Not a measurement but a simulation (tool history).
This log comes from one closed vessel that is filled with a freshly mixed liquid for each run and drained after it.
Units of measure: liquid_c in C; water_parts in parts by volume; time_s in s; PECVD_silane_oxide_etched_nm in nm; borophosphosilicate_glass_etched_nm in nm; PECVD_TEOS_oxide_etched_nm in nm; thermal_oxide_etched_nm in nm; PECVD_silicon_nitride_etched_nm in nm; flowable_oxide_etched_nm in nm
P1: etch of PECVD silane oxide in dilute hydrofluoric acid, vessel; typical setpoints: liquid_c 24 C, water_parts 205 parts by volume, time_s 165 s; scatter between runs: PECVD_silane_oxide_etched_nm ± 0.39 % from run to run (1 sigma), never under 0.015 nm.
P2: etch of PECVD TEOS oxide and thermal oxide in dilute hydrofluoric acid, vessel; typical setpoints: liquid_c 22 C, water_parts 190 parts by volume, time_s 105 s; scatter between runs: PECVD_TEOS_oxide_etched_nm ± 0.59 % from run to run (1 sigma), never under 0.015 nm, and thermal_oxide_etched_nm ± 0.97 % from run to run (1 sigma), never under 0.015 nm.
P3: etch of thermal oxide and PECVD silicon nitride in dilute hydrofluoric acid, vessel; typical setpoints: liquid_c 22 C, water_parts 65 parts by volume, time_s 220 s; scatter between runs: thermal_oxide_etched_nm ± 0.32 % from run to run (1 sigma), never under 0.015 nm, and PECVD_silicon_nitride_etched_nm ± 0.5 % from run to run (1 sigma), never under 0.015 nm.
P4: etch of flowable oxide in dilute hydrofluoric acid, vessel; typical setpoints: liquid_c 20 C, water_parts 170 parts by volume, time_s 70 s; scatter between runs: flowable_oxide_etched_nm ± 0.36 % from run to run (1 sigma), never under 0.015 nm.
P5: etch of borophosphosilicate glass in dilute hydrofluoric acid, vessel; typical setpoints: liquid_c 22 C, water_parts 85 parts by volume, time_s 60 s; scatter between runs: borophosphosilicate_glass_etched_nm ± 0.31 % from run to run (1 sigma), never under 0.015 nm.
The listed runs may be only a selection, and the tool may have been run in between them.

run   hour  process  liquid_c  water_parts  time_s  PECVD_silane_oxide_etched_nm  borophosphosilicate_glass_etched_nm  PECVD_TEOS_oxide_etched_nm  thermal_oxide_etched_nm  PECVD_silicon_nitride_etched_nm  flowable_oxide_etched_nm
  1    2.6       P1        24          205     165                        13.572
  2    5.4       P5        22          150      60                                                             13.078
  3    8.6       P1        17          205     165                        10.425
  4   12.3       P2        22          190     190                                                                                         10.661                   4.2125
  5   17.6       P3        22           65     220                                                                                                                  16.339                           16.731
  6     20       P5        22           85      30                                                             12.356
  7     25       P1        24          205     165                         13.63
  8   30.3       P3        22           65     405                                                                                                                  30.217                           30.664
  9   33.8       P1        24          205     165                        13.632
 10     38       P1        24          205     165                        13.485
 11     43       P4        20          170      70                                                                                                                                                                             17.909
 12   46.7       P3      28.5           65     220                                                                                                                  21.349                           25.792
 13   49.4       P4        20          260      70                                                                                                                                                                             10.825
 14   51.8       P1        24           80     165                        40.531
 15   56.5       P1        24          205     165                        13.546
 16   59.3       P1        24          205      60                        4.9434
 17   63.9       P5        17           85      60                                                             20.106
 18   66.3       P4        20          170      70                                                                                                                                                                             17.948
 19     71       P2        22           95     105                                                                                         12.821                   5.2029
 20   76.3       P5        22           85      60                                                             24.802
 21   80.8       P1      28.5          205     230                        22.312
 22   84.9       P4      26.5          170      70                                                                                                                                                                             22.811
 23     88       P1        24          205     280                        23.184
 24   91.4       P3        22           40     220                                                                                                                  27.566                           27.006
 25   94.5       P2        17          190     105                                                                                         4.8622                   1.8832
 26   99.3       P1        28          205     290                        27.559
 27  102.3       P1        32          205     165                        18.035
 28  105.8       P1        24          290     165                        8.8613
 29  108.9       P2        22          190     105                                                                                         5.8268                    2.353
 30  111.5       P4        20          170     100                                                                                                                                                                             25.598
 31  114.2       P1        24          205     165                         13.64
 32  119.4       P1        24          205     165                        13.645
 33  123.1       P1        24          205     165                        14.039
 34  127.8       P1        24          205     165                        14.206
 35  131.5       P1        24          205     165                        14.365
 36    134       P1        24          205     165                        14.391
 37  137.1       P1        24          205     165                        14.443
 38  140.1       P1        24          205     165                        14.612
 39  144.1       P1        24          205     165                        14.496
 40  146.7       P1        24          205     165                         14.65
 41    151       P1        24          205     165                        14.566
 42  156.4       P1        24          205     165                        14.606

Something has made what P1 gives creep away from where it was; the 2 causes below, each at its own stated size, fit the log equally well:
A: hydrofluoric acid flow above the setpoint (%) = 6.02
B: liquid hotter than its thermometer reads (K) = 1.95
Onset of the creep was near hour 119.4.

Consider the 4 single-wafer check runs listed below, results given as question marks: which one distinguishes between the causes by giving clearly different results for each?
check 1  161.8       P2      17.5          190     180                                                                                              ?                        ?
check 2  161.8       P5        22          140      30                                                                  ?
check 3  161.8       P3      27.5           65     375                                                                                                                       ?                                ?
check 4  161.8       P4        20          240      70                                                                                                                                                                                  ?

What each check would give under each cause:
  check                               result    if A    if B
check 1           PECVD_TEOS_oxide_etched_nm  9.0192  9.0949
check 1              thermal_oxide_etched_nm  3.5812  3.6112
check 2  borophosphosilicate_glass_etched_nm  7.5578  7.6226
check 3              thermal_oxide_etched_nm  37.236  37.714
check 3      PECVD_silicon_nitride_etched_nm  43.625   46.71
check 4             flowable_oxide_etched_nm  12.692  12.709
Separation of the two closest causes in each check, using whichever result separates them best: check 1 0.84 %; check 2 0.85 %; check 3 6.83 %; check 4 0.14 %
Only in check 3 would the causes give clearly different results; in the remaining checks their results would be nearly the same.

Check 3 has now been run. It gave: thermal_oxide_etched_nm 37.475 nm; PECVD_silicon_nitride_etched_nm 43.999 nm. Which of the candidate causes is it?

A is the cause: hydrofluoric acid flow above the setpoint (%).
